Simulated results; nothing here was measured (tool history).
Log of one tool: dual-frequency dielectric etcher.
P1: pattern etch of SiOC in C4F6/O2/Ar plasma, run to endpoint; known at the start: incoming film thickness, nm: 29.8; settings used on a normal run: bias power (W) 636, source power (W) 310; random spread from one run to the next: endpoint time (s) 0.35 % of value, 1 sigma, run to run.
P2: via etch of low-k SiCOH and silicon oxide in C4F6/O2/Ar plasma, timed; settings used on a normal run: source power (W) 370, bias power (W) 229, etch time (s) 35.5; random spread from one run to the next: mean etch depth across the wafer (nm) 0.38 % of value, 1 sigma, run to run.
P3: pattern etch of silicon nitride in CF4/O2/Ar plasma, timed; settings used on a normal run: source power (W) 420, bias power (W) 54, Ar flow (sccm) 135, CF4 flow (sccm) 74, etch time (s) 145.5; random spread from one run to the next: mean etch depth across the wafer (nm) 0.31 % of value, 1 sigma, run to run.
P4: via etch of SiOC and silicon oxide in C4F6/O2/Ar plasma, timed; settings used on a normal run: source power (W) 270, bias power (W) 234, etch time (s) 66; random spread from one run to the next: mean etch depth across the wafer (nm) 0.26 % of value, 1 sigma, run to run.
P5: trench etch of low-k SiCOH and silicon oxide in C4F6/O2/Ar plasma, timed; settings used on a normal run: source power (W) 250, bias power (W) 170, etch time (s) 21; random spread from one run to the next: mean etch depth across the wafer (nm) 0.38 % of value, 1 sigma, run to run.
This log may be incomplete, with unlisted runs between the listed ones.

run	hour	process that ran	bias power (W)	source power (W)	etch time (s)	Ar flow (sccm)	CF4 flow (sccm)	hours since the last wet clean	hours since the last bias power generator calibration	hours since the last source power generator calibration	endpoint time (s)	mean etch depth across the wafer (nm)
1	4.8	P1	636	310				244.4	1396.7	2290.4	10.186	
2	10.7	P1	636	310				250.3	1402.6	2296.3	10.163	
3	20.8	P1	485	310				260.4	1412.7	2306.4	11.255	
4	31	P2	180	370	35.5			270.6	1422.9	2316.6		80.239
5	37.3	P1	636	310				276.9	1429.2	2322.9	10.18	
6	42.1	P4	234	270	66			281.7	1434	2327.7		70.915
7	49.6	P1	897	310				289.2	1441.5	2335.2	8.8094	
8	59.5	P1	636	250				299.1	1451.4	2345.1	10.894	
9	68.5	P4	234	180	66			308.1	1460.4	2354.1		60.597
10	76.4	P5	170	180	21			316	1468.3	2362		45.081
11	83	P3	32	420	145.5	135	74	322.6	1474.9	2368.6		185.57
12	92.8	P3	54	420	145.5	135	74	332.4	1484.7	2378.4		227.91
13	102.9	P2	229	250	35.5			342.5	1494.8	2388.5		75.17
14	109.4	P5	170	250	21			349	1501.3	2395		51.138
15	117.1	P5	170	250	12			356.7	1509	2402.7		29.32
16	125.1	P3	54	420	145.5	135	46	364.7	1517	2410.7		213.11
17	134	P3	54	530	145.5	135	74	373.6	1525.9	2419.6		278.56
18	142.6	P1	636	310				382.2	1534.5	2428.2	10.185	
19	148.9	P1	636	440				388.5	1540.8	2434.5	8.9928	
20	155.6	P3	54	420	89	135	74	395.2	1547.5	2441.2		139.49
21	164	P4	327	270	66			403.6	1555.9	2449.6		79.425
22	173.8	P5	124	250	21			413.4	1565.7	2459.4		46.202
23	181.3	P2	229	370	35.5			420.9	1573.2	2466.9		87.228
24	187.2	P4	234	270	81			426.8	1579.1	2472.8		86.829
25	197.1	P2	229	370	45			436.7	1589	2482.7		109.75
26	203.1	P3	54	420	145.5	81	74	442.7	1595	2488.7		242.26
27	210.8	P2	229	370	35.5			450.4	1602.7	2496.4		86.747
28	220.4	P1	636	310				460	1612.3	2506	10.157	
29	228.7	P4	234	270	66			468.3	1620.6	2514.3		70.213

The next listed run, before its measurement:
30	235.1	P1	749	430				474.7	1627	2520.7	?	

{"run 30": {"endpoint time (s)": 8.4892}}

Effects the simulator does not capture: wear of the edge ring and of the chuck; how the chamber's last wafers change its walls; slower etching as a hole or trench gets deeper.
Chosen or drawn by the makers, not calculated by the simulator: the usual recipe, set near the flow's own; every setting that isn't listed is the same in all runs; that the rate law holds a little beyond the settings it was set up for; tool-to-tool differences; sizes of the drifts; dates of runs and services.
